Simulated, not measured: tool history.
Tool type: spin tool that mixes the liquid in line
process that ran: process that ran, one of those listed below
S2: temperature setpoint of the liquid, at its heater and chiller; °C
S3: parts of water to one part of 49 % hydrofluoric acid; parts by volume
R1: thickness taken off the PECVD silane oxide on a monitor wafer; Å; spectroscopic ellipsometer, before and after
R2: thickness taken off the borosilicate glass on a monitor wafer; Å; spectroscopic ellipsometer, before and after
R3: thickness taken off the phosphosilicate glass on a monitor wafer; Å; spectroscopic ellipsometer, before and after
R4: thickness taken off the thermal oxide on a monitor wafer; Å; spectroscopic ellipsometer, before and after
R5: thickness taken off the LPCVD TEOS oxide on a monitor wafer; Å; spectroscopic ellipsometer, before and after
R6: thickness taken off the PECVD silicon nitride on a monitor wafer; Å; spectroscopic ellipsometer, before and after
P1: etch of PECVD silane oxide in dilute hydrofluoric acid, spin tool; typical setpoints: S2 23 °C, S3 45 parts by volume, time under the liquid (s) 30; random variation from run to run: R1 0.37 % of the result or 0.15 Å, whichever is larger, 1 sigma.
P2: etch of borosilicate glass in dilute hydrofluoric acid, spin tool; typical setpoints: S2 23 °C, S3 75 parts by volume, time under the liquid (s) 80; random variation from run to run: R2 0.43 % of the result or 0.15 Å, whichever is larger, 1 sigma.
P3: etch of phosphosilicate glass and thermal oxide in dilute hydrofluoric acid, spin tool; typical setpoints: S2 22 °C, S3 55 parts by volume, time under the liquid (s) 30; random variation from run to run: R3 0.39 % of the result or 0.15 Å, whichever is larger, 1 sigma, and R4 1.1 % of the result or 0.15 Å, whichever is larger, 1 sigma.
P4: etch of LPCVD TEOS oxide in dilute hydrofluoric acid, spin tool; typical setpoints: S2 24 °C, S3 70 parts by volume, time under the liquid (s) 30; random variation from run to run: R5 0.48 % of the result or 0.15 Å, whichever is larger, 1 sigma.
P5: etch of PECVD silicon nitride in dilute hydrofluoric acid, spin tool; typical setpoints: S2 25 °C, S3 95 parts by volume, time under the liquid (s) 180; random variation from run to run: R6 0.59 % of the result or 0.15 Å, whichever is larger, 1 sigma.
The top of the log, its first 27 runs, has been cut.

{"run": 28, "hour": 374.5, "process that ran": "P1", "S2": 23, "S3": 20, "time under the liquid (s)": 30, "R1": 654.02}
{"run": 29, "hour": 386.0, "process that ran": "P1", "S2": 23, "S3": 45, "time under the liquid (s)": 55, "R1": 516.15}
{"run": 30, "hour": 403.4, "process that ran": "P2", "S2": 23, "S3": 75, "time under the liquid (s)": 80, "R2": 209.13}
{"run": 31, "hour": 421.3, "process that ran": "P1", "S2": 23, "S3": 45, "time under the liquid (s)": 30, "R1": 282.32}
{"run": 32, "hour": 431.2, "process that ran": "P1", "S2": 23, "S3": 45, "time under the liquid (s)": 30, "R1": 274.04}
{"run": 33, "hour": 446.5, "process that ran": "P1", "S2": 23, "S3": 45, "time under the liquid (s)": 30, "R1": 269.26}
{"run": 34, "hour": 462.2, "process that ran": "P1", "S2": 23, "S3": 45, "time under the liquid (s)": 30, "R1": 266.37}
{"run": 35, "hour": 475.2, "process that ran": "P1", "S2": 23, "S3": 45, "time under the liquid (s)": 30, "R1": 264}
{"run": 36, "hour": 491.0, "process that ran": "P1", "S2": 23, "S3": 45, "time under the liquid (s)": 30, "R1": 262.1}
{"run": 37, "hour": 506.1, "process that ran": "P1", "S2": 23, "S3": 45, "time under the liquid (s)": 30, "R1": 261.23}
{"run": 38, "hour": 516.8, "process that ran": "P1", "S2": 23, "S3": 45, "time under the liquid (s)": 30, "R1": 261.09}
{"run": 39, "hour": 534.6, "process that ran": "P1", "S2": 23, "S3": 45, "time under the liquid (s)": 30, "R1": 258.9}

Estimate the outcome of run 40 from the log above:
{"run": 40, "hour": 547.6, "process that ran": "P1", "S2": 23, "S3": 45, "time under the liquid (s)": 30, "R1": "?"}

R1: 259.86 Å

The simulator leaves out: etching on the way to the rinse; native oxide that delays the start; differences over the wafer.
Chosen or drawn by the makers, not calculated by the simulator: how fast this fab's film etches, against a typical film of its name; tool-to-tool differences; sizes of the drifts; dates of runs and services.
